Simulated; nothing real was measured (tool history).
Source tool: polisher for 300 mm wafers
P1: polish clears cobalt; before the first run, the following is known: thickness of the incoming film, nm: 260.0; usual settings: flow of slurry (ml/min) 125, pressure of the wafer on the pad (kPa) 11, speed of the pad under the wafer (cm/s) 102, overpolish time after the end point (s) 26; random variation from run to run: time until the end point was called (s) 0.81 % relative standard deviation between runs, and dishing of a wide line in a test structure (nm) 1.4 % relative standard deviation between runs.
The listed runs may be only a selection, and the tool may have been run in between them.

run   hour  flow of slurry (ml/min)  pressure of the wafer on the pad (kPa)  speed of the pad under the wafer (cm/s)  overpolish time after the end point (s)  wafers polished on this pad  hours since the slurry nozzle was cleaned  hours since the head pressure was calibrated  time until the end point was called (s)  dishing of a wide line in a test structure (nm)
  1   11.7                      125                                      11                                      102                                       26                          178                                        222                                         640.9                                   55.598                                           71.194
  2   28.9                       90                                      11                                       66                                       26                          294                                      239.2                                         658.1                                   91.634                                           52.864
  3   39.5                      125                                      11                                      102                                       26                          365                                      249.8                                         668.7                                   55.531                                           72.678
      40.8  -- slurry nozzle cleaned
  4   51.8                      125                                     6.2                                      102                                       26                          447                                       11.1                                           681                                   97.441                                           49.463
  5   66.1                      125                                      11                                      102                                       26                          543                                       25.4                                         695.3                                    54.31                                           70.139
  6   81.1                      125                                      11                                      102                                       26                          644                                       40.4                                         710.3                                   55.349                                           69.866
  7   91.8                      125                                      11                                      102                                       26                          716                                       51.1                                           721                                   55.208                                           71.733
  8  104.4                      125                                      11                                      102                                       26                          800                                       63.7                                         733.6                                   55.165                                           70.544
  9    114                       90                                      11                                      102                                       26                          865                                       73.3                                         743.2                                   59.504                                           66.583
 10  128.8                      125                                      11                                      102                                       26                          964                                       88.1                                           758                                   54.585                                           68.516
 11  142.3                      125                                    17.2                                      102                                       26                         1055                                      101.6                                         771.5                                   35.057                                           83.875
 12  160.7                      190                                      11                                      102                                       26                         1178                                        120                                         789.9                                   51.409                                           70.358
 13  171.4                      125                                      11                                      138                                       26                         1250                                      130.7                                         800.6                                   41.248                                           79.692
 14  183.7                      125                                      11                                      102                                       44                         1333                                        143                                         812.9                                    55.03                                           87.919
 15  197.9                      125                                      11                                      102                                        8                         1428                                      157.2                                         827.1                                   55.051                                           31.491
 16  215.9                      125                                      11                                       54                                       26                         1549                                      175.2                                         845.1                                    104.6                                           49.309
 17  224.8                      125                                      11                                      102                                       26                         1608                                      184.1                                           854                                   54.937                                           71.033
 18  235.7                      125                                      11                                      102                                       26                         1682                                        195                                         864.9                                   56.158                                           70.243
 19  245.9                      125                                      11                                      102                                       26                         1750                                      205.2                                         875.1                                   58.494                                           68.507
 20    262                      125                                      11                                      102                                       26                         1858                                      221.3                                         891.2                                   58.305                                           69.104
 21  280.8                      125                                      11                                      102                                       26                         1984                                      240.1                                           910                                   59.743                                           68.332
     285.1  -- head pressure recalibrated
 22  289.7                      125                                      11                                      102                                       26                         2044                                        249                                           4.6                                   59.438                                           68.832
 23  306.5                      125                                      11                                      102                                       26                         2157                                      265.8                                          21.4                                   60.386                                           67.715
 24  316.1                      125                                      11                                      102                                       26                         2221                                      275.4                                            31                                   58.985                                           68.701
 25  325.3                      125                                      11                                      102                                       26                         2283                                      284.6                                          40.2                                   59.528                                           67.458
 26  343.9                      125                                      11                                      102                                       26                         2408                                      303.2                                          58.8                                   60.451                                           68.607

Something has made what P1 gives creep away from where it was; the 2 causes below, each at its own stated size, fit the log equally well:
A: slurry flow missing at the pad, % = 29.7
B: removal rate lost through wear of the pad, % = 8.18
The gradual shift began around hour 224.8.
Why every other cause is out:
head's pressure below its setpoint, %: serviced at hour 285.1, after the change had begun; the process did not return to its earlier output

You are offered 4 check runs, listed below with question marks in place of their results; each one averages 5 wafers. Which run separates the listed causes by giving clearly different results for each?
check 1  362.5                      185                                      11                                       82                                       26                                                                                                                                                              ?                                                ?
check 2  362.5                      125                                    15.2                                      102                                       26                                                                                                                                                              ?                                                ?
check 3  362.5                      125                                      11                                      132                                       26                                                                                                                                                              ?                                                ?
check 4  362.5                      125                                    15.2                                       70                                       26                                                                                                                                                              ?                                                ?

Outcome of each check run for each possible cause:
  check                                           result    if A    if B
check 1          time until the end point was called (s)  68.121  69.891
check 1  dishing of a wide line in a test structure (nm)  63.117  62.179
check 2          time until the end point was called (s)  43.718  43.725
check 2  dishing of a wide line in a test structure (nm)  78.286  78.281
check 3          time until the end point was called (s)  46.451  46.458
check 3  dishing of a wide line in a test structure (nm)   76.35  76.345
check 4          time until the end point was called (s)  63.704  63.714
check 4  dishing of a wide line in a test structure (nm)  65.465   65.46
Distance between the nearest two causes, measured in the result of the check that separates them most: check 1 2.56 %; check 2 0.02 %; check 3 0.02 %; check 4 0.02 %
Of the check runs offered, only check 1 discriminates between the causes; the rest would read about the same regardless of which cause applies.

With check 1 done, the readings were: time until the end point was called (s) 69.58; dishing of a wide line in a test structure (nm) 62.227. Identify which of the listed causes applies.

Of the candidate causes, it is B: removal rate lost through wear of the pad, %.
